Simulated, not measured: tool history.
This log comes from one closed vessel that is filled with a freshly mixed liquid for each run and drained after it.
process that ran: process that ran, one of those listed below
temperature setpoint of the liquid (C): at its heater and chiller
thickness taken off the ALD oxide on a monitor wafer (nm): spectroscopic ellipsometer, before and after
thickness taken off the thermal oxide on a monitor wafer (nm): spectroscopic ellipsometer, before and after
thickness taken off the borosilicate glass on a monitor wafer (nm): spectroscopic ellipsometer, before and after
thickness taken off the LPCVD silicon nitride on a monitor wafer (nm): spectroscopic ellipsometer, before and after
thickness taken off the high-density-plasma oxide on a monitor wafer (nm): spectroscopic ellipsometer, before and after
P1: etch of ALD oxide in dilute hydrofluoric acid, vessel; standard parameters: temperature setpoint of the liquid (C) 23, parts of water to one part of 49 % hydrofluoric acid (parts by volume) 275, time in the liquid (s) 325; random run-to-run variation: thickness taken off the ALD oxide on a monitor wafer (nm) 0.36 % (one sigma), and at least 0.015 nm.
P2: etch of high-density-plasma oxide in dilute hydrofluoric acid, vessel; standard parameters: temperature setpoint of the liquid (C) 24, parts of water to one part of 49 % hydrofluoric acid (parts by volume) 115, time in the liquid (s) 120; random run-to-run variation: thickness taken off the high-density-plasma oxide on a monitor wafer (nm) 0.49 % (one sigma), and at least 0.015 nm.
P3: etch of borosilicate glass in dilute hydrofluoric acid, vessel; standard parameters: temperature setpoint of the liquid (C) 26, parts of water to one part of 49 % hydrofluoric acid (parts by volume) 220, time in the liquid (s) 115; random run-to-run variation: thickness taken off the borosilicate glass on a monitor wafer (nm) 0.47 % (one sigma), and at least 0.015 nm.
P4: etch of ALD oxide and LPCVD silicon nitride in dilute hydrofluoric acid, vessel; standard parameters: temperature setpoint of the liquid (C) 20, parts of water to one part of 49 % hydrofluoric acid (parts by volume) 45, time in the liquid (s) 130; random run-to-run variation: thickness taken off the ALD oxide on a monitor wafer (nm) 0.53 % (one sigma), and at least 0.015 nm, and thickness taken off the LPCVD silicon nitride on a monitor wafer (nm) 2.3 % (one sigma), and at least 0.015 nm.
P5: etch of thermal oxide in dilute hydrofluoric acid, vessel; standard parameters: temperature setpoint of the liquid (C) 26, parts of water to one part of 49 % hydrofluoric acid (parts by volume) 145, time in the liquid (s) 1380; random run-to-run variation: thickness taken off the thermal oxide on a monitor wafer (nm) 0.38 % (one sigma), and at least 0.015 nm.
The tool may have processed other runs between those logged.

run   hour  process that ran  temperature setpoint of the liquid (C)  parts of water to one part of 49 % hydrofluoric acid (parts by volume)  time in the liquid (s)  hours since the thermometer was replaced  hours since the hydrofluoric acid flow meter was replaced  thickness taken off the ALD oxide on a monitor wafer (nm)  thickness taken off the thermal oxide on a monitor wafer (nm)  thickness taken off the borosilicate glass on a monitor wafer (nm)  thickness taken off the LPCVD silicon nitride on a monitor wafer (nm)  thickness taken off the high-density-plasma oxide on a monitor wafer (nm)
  1    3.9                P1                                      23                                                                     275                     325                                     431.9                                                      743.9                                                      22.13
  2    8.5                P1                                      23                                                                     275                     325                                     436.5                                                      748.5                                                     21.958
  3   13.7                P5                                      33                                                                     145                    1380                                     441.7                                                      753.7                                                                                                                    60.762
  4   17.2                P1                                      23                                                                     140                     325                                     445.2                                                      757.2                                                     49.769
  5   20.1                P3                                      26                                                                     220                     225                                     448.1                                                      760.1                                                                                                                                                                                        40.161
  6   22.9                P1                                      23                                                                     275                      60                                     450.9                                                      762.9                                                     4.0723
  7   25.6                P4                                      20                                                                      45                     130                                     453.6                                                      765.6                                                     40.078                                                                                                                                                                                                    1.0507
      26.1  -- thermometer replaced
  8   28.9                P3                                      26                                                                     400                     115                                       2.8                                                      768.9                                                                                                                                                                                        9.4189
  9   31.7                P1                                    19.5                                                                     275                     465                                       5.6                                                      771.7                                                     27.536
 10   36.9                P4                                      20                                                                      20                     130                                      10.8                                                      776.9                                                     92.379                                                                                                                                                                                                     2.308
 11   40.3                P1                                      23                                                                     275                     325                                      14.2                                                      780.3                                                     22.026
 12   45.2                P1                                      27                                                                     275                     325                                      19.1                                                      785.2                                                     25.286
 13   50.2                P1                                      23                                                                     390                     325                                      24.1                                                      790.2                                                     13.935
 14   54.1                P1                                    18.5                                                                     275                     325                                        28                                                      794.1                                                     18.563
 15   59.2                P1                                      23                                                                     130                     140                                      33.1                                                      799.2                                                     23.343
 16     64                P2                                      24                                                                     115                      35                                      37.9                                                        804                                                                                                                                                                                                                                                                                                                                          2.2105
 17   68.1                P3                                      18                                                                     220                     115                                        42                                                      808.1                                                                                                                                                                                        15.372
 18   72.3                P4                                      17                                                                      45                     130                                      46.2                                                      812.3                                                     35.015                                                                                                                                                                                                   0.88571
 19   74.8                P1                                      23                                                                     275                     325                                      48.7                                                      814.8                                                     21.969
 20   79.5                P1                                      23                                                                     275                     325                                      53.4                                                      819.5                                                     22.052
 21   83.9                P2                                      24                                                                     190                     120                                      57.8                                                      823.9                                                                                                                                                                                                                                                                                                                                          4.2733
 22   86.5                P2                                      24                                                                     115                     120                                      60.4                                                      826.5                                                                                                                                                                                                                                                                                                                                          7.6674
 23   91.4                P2                                      24                                                                     115                     120                                      65.3                                                      831.4                                                                                                                                                                                                                                                                                                                                          7.7116
 24   96.4                P4                                      20                                                                      45                      50                                      70.3                                                      836.4                                                     15.284                                                                                                                                                                                                    0.4039
 25  101.3                P5                                      26                                                                     145                    1380                                      75.2                                                      841.3                                                                                                                    46.748
 26  106.9                P5                                      26                                                                     145                     735                                      80.8                                                      846.9                                                                                                                    24.897
 27  111.8                P5                                      26                                                                     145                    1380                                      85.7                                                      851.8                                                                                                                    46.836
 28  114.7                P1                                      23                                                                     275                     530                                      88.6                                                      854.7                                                      35.73
 29  118.2                P1                                      23                                                                     275                     325                                      92.1                                                      858.2                                                     22.046
 30  122.4                P3                                      26                                                                     220                     115                                      96.3                                                      862.4                                                                                                                                                                                        20.726
 31  127.1                P2                                      32                                                                     115                     120                                       101                                                      867.1                                                                                                                                                                                                                                                                                                                                          10.342
 32  130.5                P5                                      26                                                                      30                    1380                                     104.4                                                      870.5                                                                                                                     262.9
 33  135.8                P1                                      23                                                                     275                     325                                     109.7                                                      875.8                                                     21.837
 34  139.7                P1                                      17                                                                     275                      85                                     113.6                                                      879.7                                                     4.6368
 35  144.7                P4                                      20                                                                      45                     130                                     118.6                                                      884.7                                                     39.764                                                                                                                                                                                                    1.0599
 36  147.4                P3                                      26                                                                     220                     115                                     121.3                                                      887.4                                                                                                                                                                                        20.588
 37  152.5                P1                                      23                                                                     275                     325                                     126.4                                                      892.5                                                     21.966
 38  154.9                P1                                      23                                                                     275                     325                                     128.8                                                      894.9                                                     21.291
 39  160.4                P1                                      23                                                                     275                     325                                     134.3                                                      900.4                                                     20.758
 40    164                P1                                      23                                                                     275                     325                                     137.9                                                        904                                                     20.463
 41  167.2                P1                                      23                                                                     275                     325                                     141.1                                                      907.2                                                      20.37
 42  172.6                P1                                      23                                                                     275                     325                                     146.5                                                      912.6                                                     20.358
 43  177.7                P1                                      23                                                                     275                     325                                     151.6                                                      917.7                                                     20.315

Compared with where it was, what P1 gives has crept away. Each cause listed below fits the log as well as the rest, at the size given for it:
A: liquid colder than its thermometer reads (K) = 2.26
B: hydrofluoric acid flow below the setpoint (%) = 6.21
The drift started at roughly hour 152.5.

Below are 4 check runs, each averaged over 2 wafers, with their results shown as question marks. Which of them would give clearly different results depending on which cause is behind the drift?
check 1  182.8                P3                                      19                                                                     380                     115                                                                                                                                                                                                                                                                                                  ?
check 2  182.8                P5                                    32.5                                                                     145                    1380                                                                                                                                                                                                                              ?
check 3  182.8                P4                                      17                                                                      45                     130                                                                                                                                                               ?                                                                                                                                                                                                         ?
check 4  182.8                P2                                      29                                                                     190                     120                                                                                                                                                                                                                                                                                                                                                                                                                                                    ?

How each check would come out, cause by cause:
  check                                                                     result     if A     if B
check 1         thickness taken off the borosilicate glass on a monitor wafer (nm)   7.3628   7.3397
check 2              thickness taken off the thermal oxide on a monitor wafer (nm)   54.716   54.882
check 3                  thickness taken off the ALD oxide on a monitor wafer (nm)   31.832   32.867
check 3      thickness taken off the LPCVD silicon nitride on a monitor wafer (nm)  0.73369  0.81104
check 4  thickness taken off the high-density-plasma oxide on a monitor wafer (nm)   4.7092   4.7154
Gap, in per cent, between the two causes that each check separates least, read from the result that separates them most: check 1 0.31 %; check 2 0.3 %; check 3 10.02 %; check 4 0.13 %
Only in check 3 would the causes give clearly different results; in the remaining checks their results would be nearly the same.

The results of check 3 are: thickness taken off the ALD oxide on a monitor wafer (nm) 31.761; thickness taken off the LPCVD silicon nitride on a monitor wafer (nm) 0.72823. Based on these, which of the listed causes is it?

It was cause A: liquid colder than its thermometer reads (K).
